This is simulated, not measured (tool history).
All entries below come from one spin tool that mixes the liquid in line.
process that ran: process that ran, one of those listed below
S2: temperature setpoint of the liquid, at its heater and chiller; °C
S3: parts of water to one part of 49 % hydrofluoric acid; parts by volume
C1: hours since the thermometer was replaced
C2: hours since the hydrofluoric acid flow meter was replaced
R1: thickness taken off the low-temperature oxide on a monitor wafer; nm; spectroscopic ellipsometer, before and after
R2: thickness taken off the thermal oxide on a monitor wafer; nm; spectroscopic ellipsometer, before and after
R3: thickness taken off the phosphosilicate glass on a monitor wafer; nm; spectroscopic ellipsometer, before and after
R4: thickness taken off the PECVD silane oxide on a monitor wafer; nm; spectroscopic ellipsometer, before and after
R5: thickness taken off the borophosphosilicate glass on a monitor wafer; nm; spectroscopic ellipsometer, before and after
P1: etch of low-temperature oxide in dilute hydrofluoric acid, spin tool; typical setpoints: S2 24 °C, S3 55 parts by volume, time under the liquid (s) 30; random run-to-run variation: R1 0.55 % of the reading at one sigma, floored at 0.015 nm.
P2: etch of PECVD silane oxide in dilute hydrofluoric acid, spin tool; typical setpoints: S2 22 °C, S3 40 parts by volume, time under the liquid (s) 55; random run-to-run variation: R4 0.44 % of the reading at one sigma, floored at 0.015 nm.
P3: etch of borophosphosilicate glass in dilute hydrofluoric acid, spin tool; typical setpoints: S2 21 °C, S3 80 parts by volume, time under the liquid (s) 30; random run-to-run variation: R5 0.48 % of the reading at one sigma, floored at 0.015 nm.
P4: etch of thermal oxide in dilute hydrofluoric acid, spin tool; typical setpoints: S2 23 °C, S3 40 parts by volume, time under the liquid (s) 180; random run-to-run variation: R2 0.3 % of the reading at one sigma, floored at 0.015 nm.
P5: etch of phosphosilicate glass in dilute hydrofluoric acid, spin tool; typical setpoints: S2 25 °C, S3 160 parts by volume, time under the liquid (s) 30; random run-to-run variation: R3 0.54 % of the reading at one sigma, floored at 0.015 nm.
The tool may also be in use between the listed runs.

Run 1, hour 4.3: process that ran P1, S2 24 °C, S3 55 parts by volume, time under the liquid (s) 30; C1 995.4; C2 586.6. Result: R1 11.94 nm.
Run 2, hour 12.1: process that ran P4, S2 23 °C, S3 40 parts by volume, time under the liquid (s) 180; C1 1003.2; C2 594.4. Result: R2 21.849 nm.
Run 3, hour 18.2: process that ran P5, S2 32.5 °C, S3 160 parts by volume, time under the liquid (s) 30; C1 1009.3; C2 600.5. Result: R3 18.336 nm.
Run 4, hour 23.3: process that ran P1, S2 17 °C, S3 55 parts by volume, time under the liquid (s) 30; C1 1014.4; C2 605.6. Result: R1 8.8541 nm.
Run 5, hour 28.5: process that ran P1, S2 29.5 °C, S3 55 parts by volume, time under the liquid (s) 50; C1 1019.6; C2 610.8. Result: R1 24.989 nm.
Run 6, hour 34.3: process that ran P4, S2 28 °C, S3 40 parts by volume, time under the liquid (s) 180; C1 1025.4; C2 616.6. Result: R2 26.842 nm.
Run 7, hour 41.3: process that ran P2, S2 22 °C, S3 40 parts by volume, time under the liquid (s) 55; C1 1032.4; C2 623.6. Result: R4 30.518 nm.
Run 8, hour 46.3: process that ran P2, S2 22 °C, S3 40 parts by volume, time under the liquid (s) 90; C1 1037.4; C2 628.6. Result: R4 50.044 nm.
Run 9, hour 52.3: process that ran P1, S2 24 °C, S3 55 parts by volume, time under the liquid (s) 15; C1 1043.4; C2 634.6. Result: R1 6.0273 nm.
Run 10, hour 59.2: process that ran P3, S2 21 °C, S3 80 parts by volume, time under the liquid (s) 30; C1 1050.3; C2 641.5. Result: R5 12.539 nm.
Run 11, hour 65.6: process that ran P2, S2 22 °C, S3 40 parts by volume, time under the liquid (s) 55; C1 1056.7; C2 647.9. Result: R4 30.584 nm.
Run 12, hour 74.3: process that ran P3, S2 21 °C, S3 35 parts by volume, time under the liquid (s) 30; C1 1065.4; C2 656.6. Result: R5 30.094 nm.
Run 13, hour 80.7: process that ran P5, S2 25 °C, S3 160 parts by volume, time under the liquid (s) 30; C1 1071.8; C2 663. Result: R3 13.907 nm.
Run 14, hour 89.6: process that ran P4, S2 23 °C, S3 70 parts by volume, time under the liquid (s) 180; C1 1080.7; C2 671.9. Result: R2 12.028 nm.
Run 15, hour 99.4: process that ran P1, S2 24 °C, S3 55 parts by volume, time under the liquid (s) 30; C1 1090.5; C2 681.7. Result: R1 11.834 nm.
Run 16, hour 107.8: process that ran P1, S2 24 °C, S3 20 parts by volume, time under the liquid (s) 15; C1 1098.9; C2 690.1. Result: R1 17.181 nm.
Run 17, hour 116.4: process that ran P1, S2 30.5 °C, S3 95 parts by volume, time under the liquid (s) 30; C1 1107.5; C2 698.7. Result: R1 8.4546 nm.
Run 18, hour 121.9: process that ran P3, S2 21 °C, S3 80 parts by volume, time under the liquid (s) 30; C1 1113; C2 704.2. Result: R5 12.619 nm.
Run 19, hour 130.3: process that ran P4, S2 23 °C, S3 40 parts by volume, time under the liquid (s) 280; C1 1121.4; C2 712.6. Result: R2 33.983 nm.
Run 20, hour 137.5: process that ran P1, S2 24 °C, S3 55 parts by volume, time under the liquid (s) 30; C1 1128.6; C2 719.8. Result: R1 11.999 nm.
At hour 144.3: thermometer replaced.
Run 21, hour 146.2: process that ran P1, S2 24 °C, S3 55 parts by volume, time under the liquid (s) 60; C1 2; C2 728.5. Result: R1 23.958 nm.
Run 22, hour 150.5: process that ran P5, S2 25 °C, S3 160 parts by volume, time under the liquid (s) 60; C1 6.3; C2 732.8. Result: R3 27.969 nm.
Run 23, hour 157.9: process that ran P2, S2 22 °C, S3 20 parts by volume, time under the liquid (s) 55; C1 13.7; C2 740.2. Result: R4 61.875 nm.
Run 24, hour 163.3: process that ran P1, S2 24 °C, S3 20 parts by volume, time under the liquid (s) 30; C1 19.1; C2 745.6. Result: R1 34.735 nm.
Run 25, hour 172.4: process that ran P2, S2 27 °C, S3 40 parts by volume, time under the liquid (s) 55; C1 28.2; C2 754.7. Result: R4 37.361 nm.
Run 26, hour 178.7: process that ran P5, S2 25 °C, S3 160 parts by volume, time under the liquid (s) 30; C1 34.5; C2 761. Result: R3 14.049 nm.
Run 27, hour 183.7: process that ran P5, S2 25 °C, S3 225 parts by volume, time under the liquid (s) 30; C1 39.5; C2 766. Result: R3 9.3354 nm.
Run 28, hour 188.3: process that ran P1, S2 24 °C, S3 55 parts by volume, time under the liquid (s) 30; C1 44.1; C2 770.6. Result: R1 11.983 nm.
Run 29, hour 193.1: process that ran P1, S2 24 °C, S3 55 parts by volume, time under the liquid (s) 30; C1 48.9; C2 775.4. Result: R1 11.902 nm.
Run 30, hour 202: process that ran P1, S2 24 °C, S3 55 parts by volume, time under the liquid (s) 30; C1 57.8; C2 784.3. Result: R1 11.86 nm.
Run 31, hour 208.7: process that ran P3, S2 21 °C, S3 80 parts by volume, time under the liquid (s) 15; C1 64.5; C2 791. Result: R5 6.2543 nm.
Run 32, hour 218.1: process that ran P1, S2 24 °C, S3 90 parts by volume, time under the liquid (s) 30; C1 73.9; C2 800.4. Result: R1 7.0314 nm.
Run 33, hour 227.4: process that ran P3, S2 28 °C, S3 80 parts by volume, time under the liquid (s) 30; C1 83.2; C2 809.7. Result: R5 16.649 nm.
Run 34, hour 235.1: process that ran P1, S2 24 °C, S3 55 parts by volume, time under the liquid (s) 30; C1 90.9; C2 817.4. Result: R1 11.951 nm.
Run 35, hour 240.7: process that ran P1, S2 29 °C, S3 55 parts by volume, time under the liquid (s) 30; C1 96.5; C2 823. Result: R1 14.519 nm.
Run 36, hour 250: process that ran P1, S2 24 °C, S3 55 parts by volume, time under the liquid (s) 30; C1 105.8; C2 832.3. Result: R1 11.996 nm.
Run 37, hour 256.8: process that ran P1, S2 24 °C, S3 55 parts by volume, time under the liquid (s) 30; C1 112.6; C2 839.1. Result: R1 12.291 nm.
Run 38, hour 261.7: process that ran P1, S2 24 °C, S3 55 parts by volume, time under the liquid (s) 30; C1 117.5; C2 844. Result: R1 12.396 nm.
Run 39, hour 268.6: process that ran P1, S2 24 °C, S3 55 parts by volume, time under the liquid (s) 30; C1 124.4; C2 850.9. Result: R1 12.585 nm.
Run 40, hour 273.7: process that ran P1, S2 24 °C, S3 55 parts by volume, time under the liquid (s) 30; C1 129.5; C2 856. Result: R1 12.675 nm.
Run 41, hour 282.4: process that ran P1, S2 24 °C, S3 55 parts by volume, time under the liquid (s) 30; C1 138.2; C2 864.7. Result: R1 12.84 nm.
Run 42, hour 286.8: process that ran P1, S2 24 °C, S3 55 parts by volume, time under the liquid (s) 30; C1 142.6; C2 869.1. Result: R1 12.802 nm.
Run 43, hour 292.8: process that ran P1, S2 24 °C, S3 55 parts by volume, time under the liquid (s) 30; C1 148.6; C2 875.1. Result: R1 12.884 nm.
Run 44, hour 299.4: process that ran P1, S2 24 °C, S3 55 parts by volume, time under the liquid (s) 30; C1 155.2; C2 881.7. Result: R1 12.919 nm.
Run 45, hour 304.7: process that ran P1, S2 24 °C, S3 55 parts by volume, time under the liquid (s) 30; C1 160.5; C2 887. Result: R1 13.014 nm.
Run 46, hour 311.7: process that ran P1, S2 24 °C, S3 55 parts by volume, time under the liquid (s) 30; C1 167.5; C2 894. Result: R1 13.084 nm.

Something has made what P1 gives creep away from where it was; the 2 causes below, each at its own stated size, fit the log equally well:
A: liquid hotter than its thermometer reads (K) = 1.95
B: hydrofluoric acid flow above the setpoint (%) = 7.69
The drift started at roughly hour 250.

You are offered 4 check runs, listed below with question marks in place of their results; each one averages 2 wafers. Which run separates the listed causes by giving clearly different results for each?
Run check 1, hour 318.7: process that ran P5, S2 32.5 °C, S3 220 parts by volume, time under the liquid (s) 30. Result: R3 ?.
Run check 2, hour 318.7: process that ran P2, S2 22 °C, S3 20 parts by volume, time under the liquid (s) 55. Result: R4 ?.
Run check 3, hour 318.7: process that ran P4, S2 23 °C, S3 55 parts by volume, time under the liquid (s) 180. Result: R2 ?.
Run check 4, hour 318.7: process that ran P3, S2 21 °C, S3 40 parts by volume, time under the liquid (s) 30. Result: R5 ?.

What each check would give under each cause:
  check  result    if A    if B
check 1      R3  13.179  13.585
check 2      R4  68.087  67.618
check 3      R2  16.866  16.854
check 4      R5  28.656  28.529
Gap, in per cent, between the two causes that each check separates least, read from the result that separates them most: check 1 3.03 %; check 2 0.69 %; check 3 0.07 %; check 4 0.44 %
Check 1 tells the causes apart: in the others they would give nearly the same result.

Here is what check 1 returned: R3 13.119 nm. Which cause is it?

A is the cause: liquid hotter than its thermometer reads (K).

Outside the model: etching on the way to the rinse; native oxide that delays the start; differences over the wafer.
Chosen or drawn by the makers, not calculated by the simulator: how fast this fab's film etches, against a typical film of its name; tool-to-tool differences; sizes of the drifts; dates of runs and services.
